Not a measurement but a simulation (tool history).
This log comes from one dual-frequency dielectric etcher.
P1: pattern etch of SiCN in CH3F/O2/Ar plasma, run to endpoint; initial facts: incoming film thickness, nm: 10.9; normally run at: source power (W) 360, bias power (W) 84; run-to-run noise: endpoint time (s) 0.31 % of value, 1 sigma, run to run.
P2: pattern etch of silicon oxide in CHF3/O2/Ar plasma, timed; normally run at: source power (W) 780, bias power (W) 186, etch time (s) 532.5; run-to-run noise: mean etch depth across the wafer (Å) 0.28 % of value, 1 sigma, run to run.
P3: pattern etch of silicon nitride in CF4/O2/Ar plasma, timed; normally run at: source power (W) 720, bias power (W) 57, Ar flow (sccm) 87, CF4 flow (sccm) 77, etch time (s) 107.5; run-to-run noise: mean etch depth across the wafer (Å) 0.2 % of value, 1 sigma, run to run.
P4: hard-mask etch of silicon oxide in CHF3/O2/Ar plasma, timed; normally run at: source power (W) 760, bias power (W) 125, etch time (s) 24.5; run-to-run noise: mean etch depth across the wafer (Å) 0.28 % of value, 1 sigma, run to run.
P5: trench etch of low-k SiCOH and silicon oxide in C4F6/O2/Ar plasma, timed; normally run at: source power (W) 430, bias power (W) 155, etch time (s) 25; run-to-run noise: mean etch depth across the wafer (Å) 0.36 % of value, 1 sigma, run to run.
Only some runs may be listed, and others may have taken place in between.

run,day,process that ran,source power (W),bias power (W),etch time (s),Ar flow (sccm),CF4 flow (sccm),hours since the last wet clean,hours since the last source power generator calibration,hours since the last bias power generator calibration,endpoint time (s),mean etch depth across the wafer (Å)
1,0.25,P1,360,84,,,,77.5,2546.3,1384.2,28.466,
2,0.575,P1,430,55,,,,85.3,2554.1,1392,30.675,
3,0.788,P1,360,84,,,,90.4,2559.2,1397.1,28.388,
4,1.221,P4,1040,125,24.5,,,100.8,2569.6,1407.5,,555.26
5,1.433,P3,720,57,107.5,57,77,105.9,2574.7,1412.6,,3037.9
6,1.721,P1,360,60,,,,112.8,2581.6,1419.5,31.934,
7,1.975,P3,720,57,107.5,87,77,118.9,2587.7,1425.6,,2889.8
8,2.358,P3,1010,57,107.5,87,77,128.1,2596.9,1434.8,,3862.9
9,2.554,P2,780,115,532.5,,,132.8,2601.6,1439.5,,10291
10,2.75,P3,720,46,107.5,87,77,137.5,2606.3,1444.2,,2662.2
11,3.012,P5,430,155,32,,,143.8,2612.6,1450.5,,986.54
12,3.442,P5,430,155,25,,,154.1,2622.9,1460.8,,774.32
13,3.642,P2,780,186,532.5,,,158.9,2627.7,1465.6,,12012
14,3.892,P4,760,74,24.5,,,164.9,2633.7,1471.6,,422.73
15,4.104,P3,720,57,144.5,87,77,170,2638.8,1476.7,,3884.6
16,4.471,P1,360,84,,,,178.8,2647.6,1485.5,28.33,
17,4.896,P2,780,186,763.5,,,189,2657.8,1495.7,,17274
18,5.212,P1,460,84,,,,196.6,2665.4,1503.3,25.793,
19,5.583,P4,760,125,24.5,,,205.5,2674.3,1512.2,,494.15
20,5.812,P1,280,52,,,,211,2679.8,1517.7,36.918,
21,6.242,P3,720,57,107.5,87,77,221.3,2690.1,1528,,2886.3
22,6.538,P5,430,92,25,,,228.4,2697.2,1535.1,,668.7
23,6.788,P5,290,155,25,,,234.4,2703.2,1541.1,,657.94
24,7.242,P4,760,125,13.5,,,245.3,2714.1,1552,,270.45
25,7.454,P5,430,155,25,,,250.4,2719.2,1557.1,,770.94
26,7.846,P1,360,116,,,,259.8,2728.6,1566.5,25.022,
27,8.129,P1,230,84,,,,266.6,2735.4,1573.3,33.574,
28,8.538,P1,360,84,,,,276.4,2745.2,1583.1,28.309,
29,8.779,P3,720,57,107.5,87,99,282.2,2751,1588.9,,2964.1
30,9.012,P2,780,186,532.5,,,287.8,2756.6,1594.5,,12048
31,9.267,P2,970,186,532.5,,,293.9,2762.7,1600.6,,13157
32,9.596,P1,360,84,,,,301.8,2770.6,1608.5,28.369,
33,10.012,P1,360,84,,,,311.8,2780.6,1618.5,28.149,
34,10.254,P1,360,84,,,,317.6,2786.4,1624.3,28.03,
35,10.667,P1,360,84,,,,327.5,2796.3,1634.2,27.979,
# day 10.717: wet clean of the chamber
36,10.971,P1,360,84,,,,6.2,2803.6,1641.5,27.939,
37,11.254,P1,360,84,,,,13,2810.4,1648.3,27.884,
38,11.512,P1,360,84,,,,19.2,2816.6,1654.5,27.876,
39,11.771,P1,360,84,,,,25.4,2822.8,1660.7,28.05,

The output of P1 has drifted from where it used to be. Each of the 2 causes below, taken at the size shown beside it, accounts for the log equally well:
A: source power that arrives over what is set, % = 4.28
B: bias power that arrives over what is set, % = 4.32
Creep in the process output first set in at about day 9.596.
Other possible causes, and why each is ruled out:
chamber walls in a state that raises the etch rate, %: maintenance at day 10.717, after the shift began, did not return the process to its former output

Consider the 4 single-wafer check runs listed below, results given as question marks: which one distinguishes between the causes by giving clearly different results for each?
check 1,12.029,P3,980,57,140,87,77,,,,,?
check 2,12.029,P2,780,148,763,,,,,,,?
check 3,12.029,P5,320,155,25,,,,,,,?
check 4,12.029,P4,1030,125,13.5,,,,,,,?

How each check would come out, cause by cause:
check,result,if A,if B
check 1,mean etch depth across the wafer (Å),5095.7,4991.1
check 2,mean etch depth across the wafer (Å),16273,16226
check 3,mean etch depth across the wafer (Å),698.31,696.09
check 4,mean etch depth across the wafer (Å),310.26,309.01
How far apart the two closest causes lie, in the result that separates them most: check 1 2.08 %; check 2 0.29 %; check 3 0.32 %; check 4 0.4 %
The other checks would show nearly matching results whichever cause is true, so check 1 is the only one that separates the causes.

After running check 1, the following was obtained: mean etch depth across the wafer (Å) 5005.6. Which cause does this point to?

It is B: bias power that arrives over what is set, %.
